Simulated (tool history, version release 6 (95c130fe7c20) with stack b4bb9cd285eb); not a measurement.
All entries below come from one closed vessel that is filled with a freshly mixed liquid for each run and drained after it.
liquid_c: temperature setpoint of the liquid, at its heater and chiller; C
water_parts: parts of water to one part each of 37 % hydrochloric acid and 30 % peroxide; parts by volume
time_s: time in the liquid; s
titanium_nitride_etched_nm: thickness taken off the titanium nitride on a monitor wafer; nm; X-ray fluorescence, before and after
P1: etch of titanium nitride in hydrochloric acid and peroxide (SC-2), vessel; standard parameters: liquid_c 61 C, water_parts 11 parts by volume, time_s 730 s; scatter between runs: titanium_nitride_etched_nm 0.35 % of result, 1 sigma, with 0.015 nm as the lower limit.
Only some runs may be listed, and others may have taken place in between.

run,day,liquid_c,water_parts,time_s,titanium_nitride_etched_nm
1,0.417,61,11,730,37.712
2,0.767,72,11,730,73.178
3,1.292,45,11,730,13.238
4,2.071,61,17.5,405,13.999
5,2.446,61,11,730,37.578
6,2.962,61,11,310,15.893
7,3.358,61,11,730,37.675
# day 3.438: thermometer replaced
8,3.846,61,4,730,81.305
# day 3.992: new drum of peroxide connected
9,4.604,61,11,730,37.771
10,5.012,45.5,5,730,25.235
11,5.433,48,17.5,730,10.739
12,6.212,61,11,730,37.509
13,6.767,61,11,1440,74.091
14,7.142,61,11,730,37.603
15,7.712,61,18.5,730,23.825
16,8.388,61,11,730,37.775
17,8.942,61,11,730,36.618
18,9.725,61,11,730,35.971
19,10.092,61,11,730,35.52
20,10.808,61,11,730,35.185
21,11.296,61,11,730,34.976
# day 11.475: new drum of peroxide connected
22,11.904,61,11,730,34.977
23,12.288,61,11,730,35.011
24,12.95,61,11,730,34.803
25,13.6,61,11,730,34.586
26,14.142,61,11,730,34.758
27,14.542,61,11,730,34.801

P1 no longer gives what it gave before; its output has crept away from where it was. The following 2 causes, each at its listed size, fit the log equally well:
A: chemicals flow below the setpoint (%) = 9
B: liquid colder than its thermometer reads (K) = 1.29
The process output started creeping at around day 8.388.
Every other cause this tool's parts could produce, and why it does not fit the log:
peroxide weaker than its label (%): maintenance at day 11.475, after the shift began, did not return the process to its former output

Which of the check runs below tells the causes apart, meaning the causes would give it clearly different results? Each run uses 2 wafers whose results are averaged, and each result is shown as a question mark.
check 1,14.942,71.5,11,730,?
check 2,14.942,46.5,4,730,?
check 3,14.942,48.5,11,415,?
check 4,14.942,61,14.5,730,?

How each check would come out, cause by cause:
check,result,if A,if B
check 1,titanium_nitride_etched_nm,65.464,65.757
check 2,titanium_nitride_etched_nm,29.699,28.985
check 3,titanium_nitride_etched_nm,8.777,8.7176
check 4,titanium_nitride_etched_nm,27.257,27.327
Distance between the nearest two causes, measured in the result of the check that separates them most: check 1 0.45 %; check 2 2.43 %; check 3 0.68 %; check 4 0.26 %
Check 2 tells the causes apart: in the others they would give nearly the same result.

Then check 2 was run and gave: titanium_nitride_etched_nm 28.875 nm. Which cause is it?

It is B: liquid colder than its thermometer reads (K).

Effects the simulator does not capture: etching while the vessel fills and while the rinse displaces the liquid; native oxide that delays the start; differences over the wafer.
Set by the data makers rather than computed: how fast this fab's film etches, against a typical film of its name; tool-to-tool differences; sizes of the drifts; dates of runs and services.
